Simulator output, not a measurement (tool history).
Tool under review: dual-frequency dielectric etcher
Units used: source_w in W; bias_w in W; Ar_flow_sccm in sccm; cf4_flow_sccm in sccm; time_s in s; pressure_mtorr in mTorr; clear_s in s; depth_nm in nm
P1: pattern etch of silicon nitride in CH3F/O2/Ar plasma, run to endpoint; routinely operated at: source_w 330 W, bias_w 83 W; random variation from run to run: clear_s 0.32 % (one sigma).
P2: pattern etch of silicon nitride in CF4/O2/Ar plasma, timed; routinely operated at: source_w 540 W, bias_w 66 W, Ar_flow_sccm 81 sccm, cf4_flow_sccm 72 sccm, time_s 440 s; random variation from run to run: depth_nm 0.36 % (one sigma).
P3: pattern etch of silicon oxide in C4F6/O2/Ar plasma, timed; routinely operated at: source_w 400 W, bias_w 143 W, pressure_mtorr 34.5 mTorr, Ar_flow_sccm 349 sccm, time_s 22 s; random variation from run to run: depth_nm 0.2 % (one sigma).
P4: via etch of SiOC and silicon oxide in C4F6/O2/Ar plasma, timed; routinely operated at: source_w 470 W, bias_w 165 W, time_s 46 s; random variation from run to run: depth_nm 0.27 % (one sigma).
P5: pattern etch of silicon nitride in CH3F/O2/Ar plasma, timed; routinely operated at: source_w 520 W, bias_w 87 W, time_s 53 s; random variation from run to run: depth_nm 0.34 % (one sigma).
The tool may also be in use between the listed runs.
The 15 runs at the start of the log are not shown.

{"run": 16, "hour": 207.7, "process": "P5", "source_w": 520, "bias_w": 87, "time_s": 53, "depth_nm": 44.851}
{"run": 17, "hour": 219.3, "process": "P4", "source_w": 470, "bias_w": 165, "time_s": 46, "depth_nm": 54.064}
{"run": 18, "hour": 234.3, "process": "P3", "source_w": 310, "bias_w": 143, "Ar_flow_sccm": 349, "time_s": 22, "pressure_mtorr": 34.5, "depth_nm": 55.119}
{"run": 19, "hour": 249.1, "process": "P2", "source_w": 540, "bias_w": 66, "Ar_flow_sccm": 81, "cf4_flow_sccm": 72, "time_s": 550.5, "depth_nm": 1253.3}
{"run": 20, "hour": 265.5, "process": "P1", "source_w": 330, "bias_w": 61, "clear_s": 55.343}
{"run": 21, "hour": 283.8, "process": "P1", "source_w": 440, "bias_w": 83, "clear_s": 44.77}
{"run": 22, "hour": 295.2, "process": "P1", "source_w": 440, "bias_w": 50, "clear_s": 53.006}
{"run": 23, "hour": 305.9, "process": "P5", "source_w": 520, "bias_w": 87, "time_s": 34, "depth_nm": 28.605}
{"run": 24, "hour": 314.6, "process": "P3", "source_w": 400, "bias_w": 200, "Ar_flow_sccm": 349, "time_s": 22, "pressure_mtorr": 34.5, "depth_nm": 67.604}
{"run": 25, "hour": 325.3, "process": "P2", "source_w": 540, "bias_w": 66, "Ar_flow_sccm": 81, "cf4_flow_sccm": 53, "time_s": 440, "depth_nm": 964.62}
{"run": 26, "hour": 336.6, "process": "P3", "source_w": 400, "bias_w": 143, "Ar_flow_sccm": 349, "time_s": 22, "pressure_mtorr": 49, "depth_nm": 58.497}
{"run": 27, "hour": 348.4, "process": "P5", "source_w": 520, "bias_w": 87, "time_s": 53, "depth_nm": 44.494}
{"run": 28, "hour": 361.0, "process": "P3", "source_w": 400, "bias_w": 143, "Ar_flow_sccm": 349, "time_s": 12, "pressure_mtorr": 34.5, "depth_nm": 33.188}

What will run 29 give?
{"run": 29, "hour": 373.5, "process": "P1", "source_w": 260, "bias_w": 58, "clear_s": "?"}

clear_s: 62.171 s
